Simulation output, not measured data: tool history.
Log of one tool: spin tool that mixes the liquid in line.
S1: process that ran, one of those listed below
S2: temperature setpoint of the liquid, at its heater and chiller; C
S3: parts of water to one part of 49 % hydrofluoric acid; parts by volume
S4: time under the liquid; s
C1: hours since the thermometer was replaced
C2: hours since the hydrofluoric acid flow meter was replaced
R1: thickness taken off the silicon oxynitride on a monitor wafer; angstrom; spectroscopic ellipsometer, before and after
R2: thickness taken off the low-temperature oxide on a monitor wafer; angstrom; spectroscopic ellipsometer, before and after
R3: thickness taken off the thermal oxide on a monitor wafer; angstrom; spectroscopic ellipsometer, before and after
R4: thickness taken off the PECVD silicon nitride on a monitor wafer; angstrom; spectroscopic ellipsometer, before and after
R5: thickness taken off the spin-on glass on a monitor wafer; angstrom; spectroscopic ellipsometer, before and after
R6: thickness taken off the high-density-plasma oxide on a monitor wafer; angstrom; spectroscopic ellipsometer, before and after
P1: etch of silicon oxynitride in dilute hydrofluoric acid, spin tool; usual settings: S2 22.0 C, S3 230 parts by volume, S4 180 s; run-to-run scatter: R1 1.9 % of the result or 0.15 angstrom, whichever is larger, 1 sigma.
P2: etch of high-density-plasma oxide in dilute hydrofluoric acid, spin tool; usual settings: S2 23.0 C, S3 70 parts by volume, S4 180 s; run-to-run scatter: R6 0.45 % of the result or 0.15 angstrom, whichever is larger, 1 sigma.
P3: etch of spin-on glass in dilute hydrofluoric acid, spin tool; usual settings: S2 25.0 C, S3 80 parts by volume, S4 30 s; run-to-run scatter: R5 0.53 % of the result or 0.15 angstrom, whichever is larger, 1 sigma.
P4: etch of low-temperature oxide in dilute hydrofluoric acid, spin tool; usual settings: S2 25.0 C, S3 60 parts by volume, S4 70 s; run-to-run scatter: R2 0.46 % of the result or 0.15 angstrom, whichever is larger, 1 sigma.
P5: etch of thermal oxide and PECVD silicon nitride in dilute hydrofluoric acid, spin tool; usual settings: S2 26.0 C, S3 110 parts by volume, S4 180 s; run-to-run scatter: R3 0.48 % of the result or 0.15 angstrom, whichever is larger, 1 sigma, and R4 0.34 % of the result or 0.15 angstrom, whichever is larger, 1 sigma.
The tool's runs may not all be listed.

run   hour  S1    S2   S3   S4     C1     C2        R1       R2       R3       R4       R5       R6
  1   10.2  P1  22.0  230  180  463.1  495.9  13.22500
  2   20.2  P4  19.0   60   70  473.1  505.9            162.820
  3   32.6  P1  22.0   55  180  485.5  518.3  66.21200
  4   43.3  P5  26.0  110  180  496.2  529.0                      82.313   82.187
  5   58.7  P4  25.0   20   70  511.6  544.4            664.630
  6   67.8  P1  22.0  230  180  520.7  553.5  14.01400
  7   80.2  P5  17.5  110  180  533.1  565.9                      58.441   46.852
  8   92.1  P3  25.0   80   30  545.0  577.8                                       142.070
  9  100.3  P3  25.0   40   30  553.2  586.0                                       298.500
 10  109.6  P1  22.0  315  180  562.5  595.3   9.61260
 11  124.7  P2  23.0   20  180  577.6  610.4                                                537.410
 12  134.2  P4  25.0   60   70  587.1  619.9            208.970
     138.4  -- hydrofluoric acid flow meter replaced
 13  148.1  P3  30.0   80   30  601.0    9.8                                       172.140
 14  163.2  P1  22.0  230   80  616.1   24.9   6.22270
 15  175.4  P3  25.0   80   30  628.3   37.1                                       140.560
 16  186.2  P5  26.0  110  320  639.1   47.9                     145.430  146.690
 17  199.2  P1  22.0  230  180  652.1   60.9  13.50700
 18  206.8  P1  22.0  105   35  659.7   68.5   6.32400
 19  214.5  P1  22.0  365   20  667.4   76.2   0.91857
 20  227.8  P4  25.0   60   15  680.7   89.5             44.542
 21  240.1  P2  23.0   70  180  693.0  101.8                                                143.690
 22  252.4  P1  22.0  230  310  705.3  114.1  22.47700
 23  267.4  P3  25.0   80   15  720.3  129.1                                        70.752
 24  283.0  P1  22.0  230  180  735.9  144.7  13.00000
 25  290.8  P4  25.0   60   70  743.7  152.5            210.010
 26  304.1  P1  22.0  230  180  757.0  165.8  13.80400
 27  317.8  P2  17.5   70  180  770.7  179.5                                                114.180
 28  329.1  P1  30.0  230  180  782.0  190.8  19.19000
 29  343.7  P1  17.0  230  180  796.6  205.4  10.64900
 30  358.4  P1  22.0  230  180  811.3  220.1  13.44800
 31  367.3  P2  23.0   70   15  820.2  229.0                                                 11.832
 32  377.8  P5  26.0  110  180  830.7  239.5                      82.080   82.955
 33  391.5  P5  26.0   50  180  844.4  253.2                     196.230  179.890
 34  405.8  P1  22.0  230  180  858.7  267.5  13.03900
 35  421.1  P1  22.0  230  180  874.0  282.8  12.90000
 36  430.4  P1  22.0  230  180  883.3  292.1  12.57300
 37  437.9  P1  22.0  230  180  890.8  299.6  12.55700
 38  450.4  P1  22.0  230  180  903.3  312.1  12.61000
 39  462.0  P1  22.0  230  180  914.9  323.7  12.39200
 40  475.1  P1  22.0  230  180  928.0  336.8  12.24100
 41  482.5  P1  22.0  230  180  935.4  344.2  12.10300
 42  491.1  P1  22.0  230  180  944.0  352.8  12.28600
 43  499.0  P1  22.0  230  180  951.9  360.7  11.89100
 44  509.7  P1  22.0  230  180  962.6  371.4  12.04300

What P1 gives has crept away from where it was. These 2 causes fit the log equally well, each at the size given:
A: hydrofluoric acid flow below the setpoint (%) = 8.92
B: liquid colder than its thermometer reads (K) = 2.4
The creep began at about hour 405.8.

4 check runs are offered, one wafer each, their results left as question marks. Which one tells the causes apart?
check 1  520.4  P5  21.5  110  180                   ?   ?
check 2  520.4  P2  18.0   70   60                               ?
check 3  520.4  P4  19.5   60   15               ?
check 4  520.4  P3  25.0   55   15                           ?

What each check would give under each cause:
  check  result    if A    if B
check 1      R3  61.778  62.269
check 1      R4  56.192  52.351
check 2      R6  35.084  35.008
check 3      R2  32.394  32.320
check 4      R5  96.159  96.371
How far apart the two closest causes lie, in the result that separates them most: check 1 7.08 %; check 2 0.22 %; check 3 0.23 %; check 4 0.22 %
Check 1 tells the causes apart: in the others they would give nearly the same result.

Then check 1 was run and gave: R3 62.734 angstrom; R4 52.756 angstrom. Which cause is it?

It is B: liquid colder than its thermometer reads (K).
